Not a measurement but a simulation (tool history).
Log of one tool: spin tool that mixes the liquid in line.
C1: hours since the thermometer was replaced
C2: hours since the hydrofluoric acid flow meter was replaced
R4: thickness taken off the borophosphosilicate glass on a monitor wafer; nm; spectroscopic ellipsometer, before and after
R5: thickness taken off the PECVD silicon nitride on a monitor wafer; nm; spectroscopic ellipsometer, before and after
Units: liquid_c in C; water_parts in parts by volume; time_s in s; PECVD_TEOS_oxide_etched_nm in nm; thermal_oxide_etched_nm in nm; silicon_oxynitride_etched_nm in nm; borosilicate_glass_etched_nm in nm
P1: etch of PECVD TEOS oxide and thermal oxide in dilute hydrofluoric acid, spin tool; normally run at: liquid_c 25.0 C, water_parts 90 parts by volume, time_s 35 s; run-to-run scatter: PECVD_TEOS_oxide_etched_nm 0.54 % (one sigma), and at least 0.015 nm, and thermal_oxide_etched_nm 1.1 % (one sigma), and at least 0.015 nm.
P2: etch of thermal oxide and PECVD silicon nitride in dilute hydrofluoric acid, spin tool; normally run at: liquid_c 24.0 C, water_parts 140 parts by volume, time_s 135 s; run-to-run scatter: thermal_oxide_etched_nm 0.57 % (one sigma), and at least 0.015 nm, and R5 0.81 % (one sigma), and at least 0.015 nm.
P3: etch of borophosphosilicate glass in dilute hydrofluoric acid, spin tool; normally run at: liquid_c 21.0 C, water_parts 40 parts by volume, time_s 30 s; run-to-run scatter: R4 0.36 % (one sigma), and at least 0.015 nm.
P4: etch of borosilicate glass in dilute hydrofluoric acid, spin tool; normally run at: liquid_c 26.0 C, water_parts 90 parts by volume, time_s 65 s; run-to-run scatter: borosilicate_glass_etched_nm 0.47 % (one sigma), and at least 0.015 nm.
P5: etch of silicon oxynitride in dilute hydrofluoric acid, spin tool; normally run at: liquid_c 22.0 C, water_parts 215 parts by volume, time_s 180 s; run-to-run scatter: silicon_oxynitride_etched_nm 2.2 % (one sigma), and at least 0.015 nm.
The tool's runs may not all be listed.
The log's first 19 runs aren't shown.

run 20 hour=225.1 | process=P4 liquid_c=19.0 water_parts=90 time_s=65 | C1=604.9 C2=894.5 | borosilicate_glass_etched_nm=17.439
run 21 hour=239.8 | process=P1 liquid_c=25.0 water_parts=90 time_s=35 | C1=619.6 C2=909.2 | PECVD_TEOS_oxide_etched_nm=6.0275 thermal_oxide_etched_nm=1.99020
run 22 hour=250.3 | process=P1 liquid_c=25.0 water_parts=90 time_s=35 | C1=630.1 C2=919.7 | PECVD_TEOS_oxide_etched_nm=6.0587 thermal_oxide_etched_nm=1.94110
-- hour=257.2 hydrofluoric acid flow meter replaced
run 23 hour=261.2 | process=P2 liquid_c=24.0 water_parts=140 time_s=135 | C1=641.0 C2=4.0 | thermal_oxide_etched_nm=4.50900 R5=3.3034
run 24 hour=270.3 | process=P1 liquid_c=25.0 water_parts=90 time_s=55 | C1=650.1 C2=13.1 | PECVD_TEOS_oxide_etched_nm=9.6122 thermal_oxide_etched_nm=3.11860
run 25 hour=282.7 | process=P5 liquid_c=17.0 water_parts=215 time_s=180 | C1=662.5 C2=25.5 | silicon_oxynitride_etched_nm=0.83803
run 26 hour=294.7 | process=P5 liquid_c=22.0 water_parts=215 time_s=180 | C1=674.5 C2=37.5 | silicon_oxynitride_etched_nm=1.05620
run 27 hour=307.6 | process=P1 liquid_c=25.0 water_parts=130 time_s=35 | C1=687.4 C2=50.4 | PECVD_TEOS_oxide_etched_nm=3.9903 thermal_oxide_etched_nm=1.29820
run 28 hour=323.7 | process=P2 liquid_c=24.0 water_parts=140 time_s=265 | C1=703.5 C2=66.5 | thermal_oxide_etched_nm=8.76390 R5=6.4569
run 29 hour=337.1 | process=P1 liquid_c=25.0 water_parts=40 time_s=35 | C1=716.9 C2=79.9 | PECVD_TEOS_oxide_etched_nm=14.4870 thermal_oxide_etched_nm=4.71950
run 30 hour=349.8 | process=P1 liquid_c=25.0 water_parts=90 time_s=35 | C1=729.6 C2=92.6 | PECVD_TEOS_oxide_etched_nm=6.0614 thermal_oxide_etched_nm=1.96990
run 31 hour=366.7 | process=P1 liquid_c=21.5 water_parts=90 time_s=35 | C1=746.5 C2=109.5 | PECVD_TEOS_oxide_etched_nm=5.3565 thermal_oxide_etched_nm=1.72130
run 32 hour=378.4 | process=P4 liquid_c=26.0 water_parts=90 time_s=65 | C1=758.2 C2=121.2 | borosilicate_glass_etched_nm=23.211
run 33 hour=395.3 | process=P1 liquid_c=25.0 water_parts=90 time_s=35 | C1=775.1 C2=138.1 | PECVD_TEOS_oxide_etched_nm=6.1059 thermal_oxide_etched_nm=1.96630
run 34 hour=409.2 | process=P1 liquid_c=25.0 water_parts=90 time_s=35 | C1=789.0 C2=152.0 | PECVD_TEOS_oxide_etched_nm=5.9308 thermal_oxide_etched_nm=1.87180
run 35 hour=420.7 | process=P1 liquid_c=25.0 water_parts=90 time_s=35 | C1=800.5 C2=163.5 | PECVD_TEOS_oxide_etched_nm=5.8116 thermal_oxide_etched_nm=1.87790
run 36 hour=432.2 | process=P1 liquid_c=25.0 water_parts=90 time_s=35 | C1=812.0 C2=175.0 | PECVD_TEOS_oxide_etched_nm=5.7425 thermal_oxide_etched_nm=1.83620
run 37 hour=440.9 | process=P1 liquid_c=25.0 water_parts=90 time_s=35 | C1=820.7 C2=183.7 | PECVD_TEOS_oxide_etched_nm=5.7058 thermal_oxide_etched_nm=1.85860

Forecast run 38:
run 38 hour=449.6 | process=P1 liquid_c=25.0 water_parts=90 time_s=35 | C1=829.4 C2=192.4 | PECVD_TEOS_oxide_etched_nm=? thermal_oxide_etched_nm=?

Run 38 gave PECVD_TEOS_oxide_etched_nm 5.7060 nm, thermal_oxide_etched_nm 1.83630 nm.

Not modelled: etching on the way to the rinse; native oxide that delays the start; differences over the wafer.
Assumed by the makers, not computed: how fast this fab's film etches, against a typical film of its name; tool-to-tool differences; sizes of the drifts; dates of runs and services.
